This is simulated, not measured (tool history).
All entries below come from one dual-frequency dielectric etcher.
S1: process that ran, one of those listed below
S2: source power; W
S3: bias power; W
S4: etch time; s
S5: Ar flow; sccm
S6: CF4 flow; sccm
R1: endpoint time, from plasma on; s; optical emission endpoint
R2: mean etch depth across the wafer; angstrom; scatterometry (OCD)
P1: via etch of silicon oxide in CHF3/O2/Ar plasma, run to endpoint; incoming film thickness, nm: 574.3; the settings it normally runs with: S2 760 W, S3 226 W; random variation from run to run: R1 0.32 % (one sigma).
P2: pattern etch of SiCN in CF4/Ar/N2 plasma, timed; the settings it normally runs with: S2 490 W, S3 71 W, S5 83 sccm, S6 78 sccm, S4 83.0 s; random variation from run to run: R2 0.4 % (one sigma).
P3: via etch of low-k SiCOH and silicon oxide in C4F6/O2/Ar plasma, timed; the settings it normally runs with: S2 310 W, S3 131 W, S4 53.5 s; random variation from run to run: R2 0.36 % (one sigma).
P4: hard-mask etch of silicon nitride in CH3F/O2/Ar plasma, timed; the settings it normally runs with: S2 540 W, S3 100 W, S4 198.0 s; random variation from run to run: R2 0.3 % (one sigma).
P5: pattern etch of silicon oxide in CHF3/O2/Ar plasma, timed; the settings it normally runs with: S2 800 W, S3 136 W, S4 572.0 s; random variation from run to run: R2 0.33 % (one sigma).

Run 1, hour 4.3: S1 P1, S2 760 W, S3 226 W. Result: R1 250.71 s.
Run 2, hour 8.2: S1 P5, S2 800 W, S3 136 W, S4 572.0 s. Result: R2 11443.00 angstrom.
Run 3, hour 11.4: S1 P2, S2 490 W, S3 56 W, S4 83.0 s, S5 83 sccm, S6 78 sccm. Result: R2 758.39 angstrom.
Run 4, hour 13.9: S1 P3, S2 220 W, S3 131 W, S4 53.5 s. Result: R2 983.29 angstrom.
At hour 15.1: bias power generator calibrated.
Run 5, hour 17.6: S1 P1, S2 760 W, S3 226 W. Result: R1 249.95 s.
Run 6, hour 20.2: S1 P2, S2 490 W, S3 71 W, S4 83.0 s, S5 83 sccm, S6 78 sccm. Result: R2 816.08 angstrom.
Run 7, hour 23.7: S1 P4, S2 540 W, S3 100 W, S4 291.0 s. Result: R2 2526.80 angstrom.
Run 8, hour 27.5: S1 P1, S2 520 W, S3 158 W. Result: R1 326.20 s.
Run 9, hour 30.4: S1 P3, S2 310 W, S3 87 W, S4 53.5 s. Result: R2 1004.10 angstrom.
Run 10, hour 33.1: S1 P5, S2 800 W, S3 188 W, S4 572.0 s. Result: R2 12674.00 angstrom.
Run 11, hour 36.8: S1 P2, S2 490 W, S3 71 W, S4 83.0 s, S5 83 sccm, S6 94 sccm. Result: R2 839.32 angstrom.
Run 12, hour 40.6: S1 P4, S2 540 W, S3 138 W, S4 198.0 s. Result: R2 1930.90 angstrom.
Run 13, hour 44.3: S1 P3, S2 310 W, S3 131 W, S4 53.5 s. Result: R2 1123.10 angstrom.
Run 14, hour 47.4: S1 P5, S2 600 W, S3 136 W, S4 572.0 s. Result: R2 10199.00 angstrom.
Run 15, hour 51.1: S1 P1, S2 980 W, S3 226 W. Result: R1 227.76 s.
Run 16, hour 55.9: S1 P4, S2 440 W, S3 100 W, S4 198.0 s. Result: R2 1583.00 angstrom.
Run 17, hour 60.9: S1 P2, S2 640 W, S3 71 W, S4 83.0 s, S5 83 sccm, S6 78 sccm. Result: R2 1032.80 angstrom.
Run 18, hour 65.8: S1 P3, S2 310 W, S3 131 W, S4 31.0 s. Result: R2 657.93 angstrom.
Run 19, hour 70.8: S1 P5, S2 800 W, S3 136 W, S4 726.0 s. Result: R2 14417.00 angstrom.
Run 20, hour 75.0: S1 P4, S2 540 W, S3 100 W, S4 198.0 s. Result: R2 1720.20 angstrom.
Run 21, hour 77.9: S1 P1, S2 760 W, S3 226 W. Result: R1 252.58 s.
Run 22, hour 80.9: S1 P1, S2 760 W, S3 226 W. Result: R1 250.17 s.
Run 23, hour 85.4: S1 P1, S2 760 W, S3 286 W. Result: R1 232.19 s.
Run 24, hour 88.9: S1 P2, S2 490 W, S3 71 W, S4 83.0 s, S5 62 sccm, S6 78 sccm. Result: R2 846.07 angstrom.
Run 25, hour 93.1: S1 P1, S2 440 W, S3 226 W. Result: R1 309.47 s.
Run 26, hour 97.9: S1 P2, S2 490 W, S3 71 W, S4 102.0 s, S5 83 sccm, S6 78 sccm. Result: R2 1007.10 angstrom.
Run 27, hour 102.2: S1 P1, S2 760 W, S3 186 W. Result: R1 268.32 s.
Run 28, hour 105.6: S1 P1, S2 760 W, S3 226 W. Result: R1 252.73 s.
Run 29, hour 108.8: S1 P1, S2 760 W, S3 226 W. Result: R1 248.11 s.
Run 30, hour 111.2: S1 P1, S2 760 W, S3 226 W. Result: R1 249.15 s.
Run 31, hour 113.7: S1 P1, S2 760 W, S3 226 W. Result: R1 248.48 s.
Run 32, hour 118.2: S1 P1, S2 760 W, S3 226 W. Result: R1 248.11 s.
Run 33, hour 122.3: S1 P1, S2 760 W, S3 226 W. Result: R1 246.87 s.
At hour 124.9: wet clean of the chamber.
Run 34, hour 126.9: S1 P1, S2 760 W, S3 226 W. Result: R1 247.33 s.
Run 35, hour 131.2: S1 P1, S2 760 W, S3 226 W. Result: R1 247.23 s.
Run 36, hour 133.4: S1 P1, S2 760 W, S3 226 W. Result: R1 246.30 s.
Run 37, hour 135.9: S1 P1, S2 760 W, S3 226 W. Result: R1 248.65 s.
Run 38, hour 139.1: S1 P1, S2 760 W, S3 226 W. Result: R1 246.83 s.
Run 39, hour 143.9: S1 P1, S2 760 W, S3 226 W. Result: R1 246.38 s.

P1 has crept away from where it was. The log is fitted equally well by each of these 2 causes, at the sizes shown:
A: source power that arrives over what is set, % = 4.37
B: bias power that arrives over what is set, % = 4.78
The process output started creeping at around hour 105.6.
What rules out each remaining cause:
chamber walls in a state that raises the etch rate, %: maintenance at hour 124.9, after the shift began, did not return the process to its former output

Each of the check runs listed below is run on 2 wafers and reports their average, with the results left as question marks. Pick the one under which the possible causes would lead to clearly different results.
Run check 1, hour 148.7: S1 P2, S2 490 W, S3 71 W, S4 83.0 s, S5 83 sccm, S6 78 sccm. Result: R2 ?.
Run check 2, hour 148.7: S1 P3, S2 310 W, S3 131 W, S4 53.5 s. Result: R2 ?.
Run check 3, hour 148.7: S1 P4, S2 540 W, S3 100 W, S4 198.0 s. Result: R2 ?.
Run check 4, hour 148.7: S1 P5, S2 800 W, S3 136 W, S4 572.0 s. Result: R2 ?.

What each check would give under each cause:
  check  result      if A      if B
check 1      R2    848.57    829.79
check 2      R2   1144.30   1141.10
check 3      R2   1739.50   1741.00
check 4      R2  11577.00  11551.00
Gap, in per cent, between the two causes that each check separates least, read from the result that separates them most: check 1 2.24 %; check 2 0.28 %; check 3 0.09 %; check 4 0.22 %
The other checks would show nearly matching results whichever cause is true, so check 1 is the only one that separates the causes.

After running check 1, the following was obtained: R2 852.84 angstrom. Which cause does this point to?

It was cause A: source power that arrives over what is set, %.
